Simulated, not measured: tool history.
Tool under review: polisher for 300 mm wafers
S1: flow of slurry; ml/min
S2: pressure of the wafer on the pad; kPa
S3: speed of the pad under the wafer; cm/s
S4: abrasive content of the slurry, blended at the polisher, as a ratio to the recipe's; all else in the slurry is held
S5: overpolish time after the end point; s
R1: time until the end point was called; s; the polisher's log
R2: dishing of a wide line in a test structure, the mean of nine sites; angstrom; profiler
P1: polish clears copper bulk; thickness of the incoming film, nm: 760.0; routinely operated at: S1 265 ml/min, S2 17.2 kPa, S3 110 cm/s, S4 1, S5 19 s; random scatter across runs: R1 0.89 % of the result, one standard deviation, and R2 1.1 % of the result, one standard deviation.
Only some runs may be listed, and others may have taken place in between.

run  hour   S1    S2   S3    S4  S5      R1      R2
  1     3  265  17.2  110     1  19  75.975  860.21
  2     7  265  17.2  110   0.6  19   83.54   811.8
  3  11.2  265  17.2  110     1  32  75.697  1065.5
     12.7  -- slurry nozzle cleaned
  4  13.3  265  17.2  158     1  19  53.035  1024.9
  5  16.5  160  17.2  110     1  19   80.75  831.85
  6  20.3  265    11  110     1  19  119.69  625.27
  7  22.1  400  17.2  110     1  19  72.509  882.12
  8  25.5  265  17.2   62     1  19  134.25  625.74
  9  28.5  265  17.2  110     1  19  75.507  851.95
 10  30.9  265  12.4  110     1  33  103.55  894.88
 11  34.9  265  27.6  110     1  19   47.48  1129.1
 12  38.6  265  17.2  110  1.45  19  69.029  890.65
 13  42.2  265    11  110     1   6  117.37  263.53
 14  44.3  265  17.2  110     1  19  75.018  854.74

Run 15 comes next. What will it give?
 15  46.6  265  17.2  110   1   6   ?   ?

R1: 74.702 s
R2: 385.7 angstrom

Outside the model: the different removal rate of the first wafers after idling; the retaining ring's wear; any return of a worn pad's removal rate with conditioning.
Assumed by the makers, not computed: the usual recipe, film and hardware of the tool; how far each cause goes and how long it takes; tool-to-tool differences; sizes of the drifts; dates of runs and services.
